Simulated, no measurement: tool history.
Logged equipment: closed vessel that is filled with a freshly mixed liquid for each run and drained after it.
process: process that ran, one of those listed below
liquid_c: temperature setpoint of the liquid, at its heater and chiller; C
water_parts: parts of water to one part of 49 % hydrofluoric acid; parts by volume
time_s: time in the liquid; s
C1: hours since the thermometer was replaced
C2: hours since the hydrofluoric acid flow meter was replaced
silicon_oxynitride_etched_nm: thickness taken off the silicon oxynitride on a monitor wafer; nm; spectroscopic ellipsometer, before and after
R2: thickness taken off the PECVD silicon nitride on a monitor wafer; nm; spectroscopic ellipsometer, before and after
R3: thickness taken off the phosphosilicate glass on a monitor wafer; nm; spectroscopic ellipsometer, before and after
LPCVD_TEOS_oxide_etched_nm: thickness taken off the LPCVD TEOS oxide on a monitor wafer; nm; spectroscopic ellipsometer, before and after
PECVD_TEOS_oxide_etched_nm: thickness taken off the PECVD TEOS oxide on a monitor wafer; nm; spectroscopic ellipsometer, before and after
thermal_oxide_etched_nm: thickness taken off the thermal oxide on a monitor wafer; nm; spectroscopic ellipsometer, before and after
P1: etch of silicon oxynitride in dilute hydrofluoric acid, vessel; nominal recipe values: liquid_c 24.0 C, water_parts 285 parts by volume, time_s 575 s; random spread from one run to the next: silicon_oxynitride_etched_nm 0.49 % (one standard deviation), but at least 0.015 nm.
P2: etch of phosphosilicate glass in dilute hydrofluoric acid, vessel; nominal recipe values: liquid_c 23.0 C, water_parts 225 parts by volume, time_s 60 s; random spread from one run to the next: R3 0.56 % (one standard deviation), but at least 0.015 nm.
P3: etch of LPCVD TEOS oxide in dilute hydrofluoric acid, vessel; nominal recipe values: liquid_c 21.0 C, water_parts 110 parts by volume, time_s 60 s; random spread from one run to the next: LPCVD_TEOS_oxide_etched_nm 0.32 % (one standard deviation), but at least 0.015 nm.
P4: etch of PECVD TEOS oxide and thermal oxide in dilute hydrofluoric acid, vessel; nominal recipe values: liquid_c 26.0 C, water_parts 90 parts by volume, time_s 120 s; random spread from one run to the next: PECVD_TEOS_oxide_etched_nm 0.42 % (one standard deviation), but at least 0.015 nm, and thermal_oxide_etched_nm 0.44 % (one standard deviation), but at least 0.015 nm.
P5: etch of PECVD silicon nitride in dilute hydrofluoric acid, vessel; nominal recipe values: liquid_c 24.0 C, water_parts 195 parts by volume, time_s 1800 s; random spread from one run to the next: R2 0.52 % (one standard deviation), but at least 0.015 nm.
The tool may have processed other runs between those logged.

run 1 hour=6.3 | process=P1 liquid_c=24.0 water_parts=285 time_s=575 | C1=1525.3 C2=526.0 | silicon_oxynitride_etched_nm=6.2982
run 2 hour=13.2 | process=P5 liquid_c=24.0 water_parts=195 time_s=780 | C1=1532.2 C2=532.9 | R2=6.8548
run 3 hour=27.4 | process=P1 liquid_c=24.0 water_parts=285 time_s=575 | C1=1546.4 C2=547.1 | silicon_oxynitride_etched_nm=6.4361
run 4 hour=36.6 | process=P1 liquid_c=24.0 water_parts=285 time_s=865 | C1=1555.6 C2=556.3 | silicon_oxynitride_etched_nm=9.5819
run 5 hour=48.6 | process=P2 liquid_c=23.0 water_parts=225 time_s=60 | C1=1567.6 C2=568.3 | R3=21.229
run 6 hour=54.8 | process=P3 liquid_c=21.0 water_parts=170 time_s=60 | C1=1573.8 C2=574.5 | LPCVD_TEOS_oxide_etched_nm=11.368
run 7 hour=61.3 | process=P4 liquid_c=26.0 water_parts=90 time_s=195 | C1=1580.3 C2=581.0 | PECVD_TEOS_oxide_etched_nm=20.566 thermal_oxide_etched_nm=11.0280
run 8 hour=72.5 | process=P4 liquid_c=26.0 water_parts=25 time_s=120 | C1=1591.5 C2=592.2 | PECVD_TEOS_oxide_etched_nm=49.682 thermal_oxide_etched_nm=26.6050
run 9 hour=84.1 | process=P5 liquid_c=31.0 water_parts=195 time_s=1800 | C1=1603.1 C2=603.8 | R2=24.0810
run 10 hour=96.8 | process=P2 liquid_c=23.0 water_parts=370 time_s=60 | C1=1615.8 C2=616.5 | R3=11.252
run 11 hour=104.9 | process=P1 liquid_c=17.0 water_parts=285 time_s=575 | C1=1623.9 C2=624.6 | silicon_oxynitride_etched_nm=4.6564
run 12 hour=112.5 | process=P1 liquid_c=24.0 water_parts=70 time_s=815 | C1=1631.5 C2=632.2 | silicon_oxynitride_etched_nm=43.2390
run 13 hour=122.3 | process=P4 liquid_c=26.0 water_parts=90 time_s=120 | C1=1641.3 C2=642.0 | PECVD_TEOS_oxide_etched_nm=12.671 thermal_oxide_etched_nm=6.7678
run 14 hour=135.8 | process=P1 liquid_c=24.0 water_parts=285 time_s=575 | C1=1654.8 C2=655.5 | silicon_oxynitride_etched_nm=6.3633
-- hour=149.5 hydrofluoric acid flow meter replaced
run 15 hour=149.8 | process=P2 liquid_c=19.0 water_parts=225 time_s=60 | C1=1668.8 C2=0.4 | R3=18.471
run 16 hour=163.1 | process=P4 liquid_c=21.5 water_parts=90 time_s=120 | C1=1682.1 C2=13.7 | PECVD_TEOS_oxide_etched_nm=10.568 thermal_oxide_etched_nm=5.6105
run 17 hour=171.1 | process=P2 liquid_c=23.0 water_parts=225 time_s=60 | C1=1690.1 C2=21.7 | R3=21.152
run 18 hour=178.0 | process=P2 liquid_c=23.0 water_parts=225 time_s=35 | C1=1697.0 C2=28.6 | R3=12.320
run 19 hour=189.2 | process=P5 liquid_c=24.0 water_parts=70 time_s=1800 | C1=1708.2 C2=39.8 | R2=43.2380
run 20 hour=196.6 | process=P3 liquid_c=21.0 water_parts=110 time_s=95 | C1=1715.6 C2=47.2 | LPCVD_TEOS_oxide_etched_nm=29.707
run 21 hour=209.6 | process=P1 liquid_c=24.0 water_parts=285 time_s=575 | C1=1728.6 C2=60.2 | silicon_oxynitride_etched_nm=6.2775
run 22 hour=221.2 | process=P1 liquid_c=20.5 water_parts=285 time_s=1095 | C1=1740.2 C2=71.8 | silicon_oxynitride_etched_nm=10.3300
run 23 hour=234.7 | process=P1 liquid_c=24.0 water_parts=285 time_s=315 | C1=1753.7 C2=85.3 | silicon_oxynitride_etched_nm=3.5000
run 24 hour=245.9 | process=P3 liquid_c=21.0 water_parts=110 time_s=60 | C1=1764.9 C2=96.5 | LPCVD_TEOS_oxide_etched_nm=18.777
run 25 hour=253.4 | process=P1 liquid_c=24.0 water_parts=90 time_s=575 | C1=1772.4 C2=104.0 | silicon_oxynitride_etched_nm=23.4330
run 26 hour=262.9 | process=P1 liquid_c=28.0 water_parts=285 time_s=575 | C1=1781.9 C2=113.5 | silicon_oxynitride_etched_nm=7.5820
run 27 hour=271.7 | process=P3 liquid_c=17.0 water_parts=110 time_s=60 | C1=1790.7 C2=122.3 | LPCVD_TEOS_oxide_etched_nm=15.959
run 28 hour=285.1 | process=P1 liquid_c=24.0 water_parts=405 time_s=575 | C1=1804.1 C2=135.7 | silicon_oxynitride_etched_nm=4.1219
run 29 hour=296.9 | process=P5 liquid_c=24.0 water_parts=195 time_s=1800 | C1=1815.9 C2=147.5 | R2=15.6630

The next listed run, before its measurement:
run 30 hour=308.8 | process=P1 liquid_c=24.0 water_parts=285 time_s=575 | C1=1827.8 C2=159.4 | silicon_oxynitride_etched_nm=?

{"run 30": {"silicon_oxynitride_etched_nm": 6.3357}}
